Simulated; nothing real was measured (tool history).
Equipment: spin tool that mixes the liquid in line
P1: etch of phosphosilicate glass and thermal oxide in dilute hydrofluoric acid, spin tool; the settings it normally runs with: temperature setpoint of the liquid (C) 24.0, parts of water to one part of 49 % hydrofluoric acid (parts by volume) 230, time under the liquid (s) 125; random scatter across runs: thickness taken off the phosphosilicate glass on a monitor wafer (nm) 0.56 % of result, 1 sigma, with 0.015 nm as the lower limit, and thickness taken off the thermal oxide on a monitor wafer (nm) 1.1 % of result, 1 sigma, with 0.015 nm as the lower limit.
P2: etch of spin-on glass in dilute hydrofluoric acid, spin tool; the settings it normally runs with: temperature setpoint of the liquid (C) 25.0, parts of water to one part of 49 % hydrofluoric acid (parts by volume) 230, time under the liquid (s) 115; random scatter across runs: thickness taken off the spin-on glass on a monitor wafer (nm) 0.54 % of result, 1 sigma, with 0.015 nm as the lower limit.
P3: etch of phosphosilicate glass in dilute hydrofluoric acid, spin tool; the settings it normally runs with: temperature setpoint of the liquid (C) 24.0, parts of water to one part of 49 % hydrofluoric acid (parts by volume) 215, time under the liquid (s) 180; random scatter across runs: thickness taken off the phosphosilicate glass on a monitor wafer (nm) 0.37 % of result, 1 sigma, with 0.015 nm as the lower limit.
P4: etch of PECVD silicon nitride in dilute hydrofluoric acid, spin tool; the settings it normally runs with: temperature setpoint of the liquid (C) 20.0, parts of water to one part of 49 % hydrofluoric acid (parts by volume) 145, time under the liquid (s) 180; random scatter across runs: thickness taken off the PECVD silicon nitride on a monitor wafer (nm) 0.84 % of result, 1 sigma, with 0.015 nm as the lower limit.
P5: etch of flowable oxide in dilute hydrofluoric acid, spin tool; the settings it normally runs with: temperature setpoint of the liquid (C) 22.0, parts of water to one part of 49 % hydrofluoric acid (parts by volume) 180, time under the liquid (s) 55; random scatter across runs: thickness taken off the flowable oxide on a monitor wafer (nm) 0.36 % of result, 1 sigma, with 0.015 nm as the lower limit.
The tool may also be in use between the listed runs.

run	hour	process that ran	temperature setpoint of the liquid (C)	parts of water to one part of 49 % hydrofluoric acid (parts by volume)	time under the liquid (s)	thickness taken off the phosphosilicate glass on a monitor wafer (nm)	thickness taken off the thermal oxide on a monitor wafer (nm)	thickness taken off the spin-on glass on a monitor wafer (nm)	thickness taken off the PECVD silicon nitride on a monitor wafer (nm)	thickness taken off the flowable oxide on a monitor wafer (nm)
1	14.1	P1	24.0	230	125	52.6240	2.15630			
2	26.2	P1	24.0	230	125	53.3950	2.20270			
3	37.5	P1	31.5	230	125	69.6060	2.84930			
4	49.6	P2	17.5	230	115			15.8320		
5	57.8	P3	28.5	215	180	51.6230				
6	68.9	P3	24.0	215	85	20.6650				
7	79.2	P4	20.0	90	180				4.7883	
8	88.4	P1	24.0	355	125	30.3390	1.24960			
9	99.5	P1	19.0	230	45	16.0690	0.65391			
10	107.8	P1	24.0	230	125	52.8170	2.17350			
11	118.9	P5	26.0	180	55					13.4490
12	127.8	P1	24.0	230	20	8.4407	0.34588			
13	134.6	P2	25.0	230	115			21.0060		
# hour 135.9: hydrofluoric acid flow meter replaced
14	144.6	P5	22.0	180	25					5.2604
15	155.1	P3	24.0	395	180	20.1430				
16	165.1	P1	24.0	120	125	114.2100	4.78610			
17	174.4	P1	17.5	230	125	42.0050	1.70680			
18	187.3	P1	24.0	230	125	52.8760	2.22770			
19	200.9	P4	20.0	145	180				3.0416	
# hour 209.5: thermometer replaced
20	211.0	P2	25.0	230	40			7.2499		
21	224.8	P5	22.0	180	55					11.6290
22	234.4	P2	25.0	380	115			10.8880		
23	244.4	P5	22.0	95	55					24.2890
24	255.8	P1	24.0	230	125	52.9560	2.17820			
25	269.3	P4	20.0	145	305				5.0955	
26	275.8	P1	24.0	230	125	52.5070	2.18310			
27	289.6	P4	20.0	145	180				2.9741	
28	298.0	P4	26.5	145	180				4.5975	
29	310.8	P3	24.0	215	180	44.2620				
30	317.2	P1	17.5	230	70	23.1790	0.91966			
31	329.4	P3	24.0	215	180	43.9970				
32	338.6	P1	24.0	230	235	100.1900	4.08180			
33	346.9	P1	24.0	230	125	53.0070	2.18020			
34	357.3	P1	24.0	230	125	51.9640	2.17010			
35	368.6	P1	24.0	230	125	50.8340	2.14480			
36	376.2	P1	24.0	230	125	50.6790	2.07510			
37	386.8	P1	24.0	230	125	50.7440	2.07330			
38	400.9	P1	24.0	230	125	49.9500	2.05170			
39	407.4	P1	24.0	230	125	49.8350	2.08320			
40	414.6	P1	24.0	230	125	49.5440	2.05680			
41	426.3	P1	24.0	230	125	49.1590	2.02640			
42	438.0	P1	24.0	230	125	49.6080	2.07620			
43	452.0	P1	24.0	230	125	49.5080	2.04760			

What P1 gives has crept off from where it sat before. The 2 causes that follow fit the log equally well, each at the size noted:
A: liquid colder than its thermometer reads (K) = 1.95
B: hydrofluoric acid flow below the setpoint (%) = 5.56
The gradual shift began around hour 346.9.

4 check runs are offered, one wafer each, their results left as question marks. Which one tells the causes apart?
check 1	466.0	P4	20.0	145	180				?	
check 2	466.0	P3	24.0	215	180	?				
check 3	466.0	P5	22.0	180	55					?
check 4	466.0	P2	25.0	230	115			?		

Predicted outcomes, by check and by cause:
check	result	if A	if B
check 1	thickness taken off the PECVD silicon nitride on a monitor wafer (nm)	2.6595	2.8692
check 2	thickness taken off the phosphosilicate glass on a monitor wafer (nm)	40.8770	40.9440
check 3	thickness taken off the flowable oxide on a monitor wafer (nm)	10.7700	10.8470
check 4	thickness taken off the spin-on glass on a monitor wafer (nm)	19.5100	19.4940
Gap, in per cent, between the two causes that each check separates least, read from the result that separates them most: check 1 7.59 %; check 2 0.16 %; check 3 0.71 %; check 4 0.08 %
Check 1 distinguishes between the causes, while the remaining checks would return nearly the same result for all of them.

Running check 1 produced the following: thickness taken off the PECVD silicon nitride on a monitor wafer (nm) 2.8551. Which one of the listed causes fits?

It was cause B: hydrofluoric acid flow below the setpoint (%).
